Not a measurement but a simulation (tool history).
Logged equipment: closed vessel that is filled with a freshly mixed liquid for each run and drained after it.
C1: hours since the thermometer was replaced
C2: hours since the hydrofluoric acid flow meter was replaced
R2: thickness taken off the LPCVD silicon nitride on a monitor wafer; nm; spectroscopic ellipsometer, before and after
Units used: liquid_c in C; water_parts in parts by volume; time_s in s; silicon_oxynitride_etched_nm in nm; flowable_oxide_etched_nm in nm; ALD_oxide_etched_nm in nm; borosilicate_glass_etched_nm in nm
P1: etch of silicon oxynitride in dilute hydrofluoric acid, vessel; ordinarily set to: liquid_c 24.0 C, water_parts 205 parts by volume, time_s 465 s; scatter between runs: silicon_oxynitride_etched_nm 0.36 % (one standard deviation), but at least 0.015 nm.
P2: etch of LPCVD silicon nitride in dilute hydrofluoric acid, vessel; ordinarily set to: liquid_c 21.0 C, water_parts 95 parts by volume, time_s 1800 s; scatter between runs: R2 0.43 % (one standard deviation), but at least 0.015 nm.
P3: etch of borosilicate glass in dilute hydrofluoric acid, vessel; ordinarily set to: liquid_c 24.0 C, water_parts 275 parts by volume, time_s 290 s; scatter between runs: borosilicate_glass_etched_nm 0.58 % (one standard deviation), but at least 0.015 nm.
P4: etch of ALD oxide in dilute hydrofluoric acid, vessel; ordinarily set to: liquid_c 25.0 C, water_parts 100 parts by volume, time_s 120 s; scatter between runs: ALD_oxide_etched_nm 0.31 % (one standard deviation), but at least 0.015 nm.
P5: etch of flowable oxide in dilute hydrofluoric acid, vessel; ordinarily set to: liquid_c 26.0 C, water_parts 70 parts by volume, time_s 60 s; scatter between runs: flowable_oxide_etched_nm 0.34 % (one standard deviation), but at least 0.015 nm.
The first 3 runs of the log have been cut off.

Run 4, day 1.504: process P1, liquid_c 28.0 C, water_parts 205 parts by volume, time_s 465 s; C1 1529.1; C2 427.0. Result: silicon_oxynitride_etched_nm 9.43890 nm.
Run 5, day 2.062: process P2, liquid_c 17.0 C, water_parts 95 parts by volume, time_s 1800 s; C1 1542.5; C2 440.4. Result: R2 4.8119 nm.
Run 6, day 2.658: process P5, liquid_c 26.0 C, water_parts 70 parts by volume, time_s 60 s; C1 1556.8; C2 454.7. Result: flowable_oxide_etched_nm 39.749 nm.
Run 7, day 3.254: process P1, liquid_c 24.0 C, water_parts 205 parts by volume, time_s 465 s; C1 1571.1; C2 469.0. Result: silicon_oxynitride_etched_nm 7.89160 nm.
Run 8, day 3.821: process P4, liquid_c 17.0 C, water_parts 100 parts by volume, time_s 120 s; C1 1584.7; C2 482.6. Result: ALD_oxide_etched_nm 10.887 nm.
Run 9, day 4.388: process P3, liquid_c 24.0 C, water_parts 275 parts by volume, time_s 50 s; C1 1598.3; C2 496.2. Result: borosilicate_glass_etched_nm 6.6356 nm.
Run 10, day 4.725: process P4, liquid_c 25.0 C, water_parts 100 parts by volume, time_s 190 s; C1 1606.4; C2 504.3. Result: ALD_oxide_etched_nm 23.768 nm.
Run 11, day 5.312: process P5, liquid_c 26.0 C, water_parts 25 parts by volume, time_s 60 s; C1 1620.5; C2 518.4. Result: flowable_oxide_etched_nm 117.960 nm.
Run 12, day 5.829: process P1, liquid_c 24.0 C, water_parts 205 parts by volume, time_s 465 s; C1 1632.9; C2 530.8. Result: silicon_oxynitride_etched_nm 7.93370 nm.
Run 13, day 6.425: process P1, liquid_c 19.0 C, water_parts 55 parts by volume, time_s 465 s; C1 1647.2; C2 545.1. Result: silicon_oxynitride_etched_nm 25.91500 nm.
Run 14, day 6.900: process P2, liquid_c 21.0 C, water_parts 95 parts by volume, time_s 1800 s; C1 1658.6; C2 556.5. Result: R2 6.3725 nm.
Run 15, day 7.392: process P2, liquid_c 21.0 C, water_parts 165 parts by volume, time_s 1800 s; C1 1670.4; C2 568.3. Result: R2 3.6572 nm.
Run 16, day 7.767: process P1, liquid_c 24.0 C, water_parts 100 parts by volume, time_s 125 s; C1 1679.4; C2 577.3. Result: silicon_oxynitride_etched_nm 4.74490 nm.
Run 17, day 8.300: process P1, liquid_c 27.5 C, water_parts 205 parts by volume, time_s 30 s; C1 1692.2; C2 590.1. Result: silicon_oxynitride_etched_nm 0.60378 nm.
Run 18, day 8.912: process P5, liquid_c 26.0 C, water_parts 70 parts by volume, time_s 30 s; C1 1706.9; C2 604.8. Result: flowable_oxide_etched_nm 19.751 nm.
Run 19, day 9.221: process P3, liquid_c 24.0 C, water_parts 40 parts by volume, time_s 290 s; C1 1714.3; C2 612.2. Result: borosilicate_glass_etched_nm 347.1200 nm.
Run 20, day 9.675: process P1, liquid_c 17.0 C, water_parts 205 parts by volume, time_s 465 s; C1 1725.2; C2 623.1. Result: silicon_oxynitride_etched_nm 5.71240 nm.
Run 21, day 10.196: process P2, liquid_c 21.0 C, water_parts 95 parts by volume, time_s 1800 s; C1 1737.7; C2 635.6. Result: R2 6.3414 nm.
Run 22, day 10.562: process P3, liquid_c 31.0 C, water_parts 275 parts by volume, time_s 290 s; C1 1746.5; C2 644.4. Result: borosilicate_glass_etched_nm 49.1180 nm.
Run 23, day 10.967: process P1, liquid_c 24.0 C, water_parts 205 parts by volume, time_s 465 s; C1 1756.2; C2 654.1. Result: silicon_oxynitride_etched_nm 7.94930 nm.
Run 24, day 11.279: process P5, liquid_c 26.0 C, water_parts 70 parts by volume, time_s 60 s; C1 1763.7; C2 661.6. Result: flowable_oxide_etched_nm 39.766 nm.
Run 25, day 11.675: process P1, liquid_c 24.0 C, water_parts 205 parts by volume, time_s 465 s; C1 1773.2; C2 671.1. Result: silicon_oxynitride_etched_nm 7.93180 nm.
Run 26, day 12.204: process P3, liquid_c 24.0 C, water_parts 275 parts by volume, time_s 290 s; C1 1785.9; C2 683.8. Result: borosilicate_glass_etched_nm 38.5420 nm.
Run 27, day 12.608: process P1, liquid_c 24.0 C, water_parts 105 parts by volume, time_s 465 s; C1 1795.6; C2 693.5. Result: silicon_oxynitride_etched_nm 16.65600 nm.

Run 28 has not been measured yet. What should we expect?
Run 28, day 13.192: process P4, liquid_c 25.0 C, water_parts 30 parts by volume, time_s 120 s; C1 1809.6; C2 707.5. Result: ALD_oxide_etched_nm ?.

ALD_oxide_etched_nm: 55.025 nm
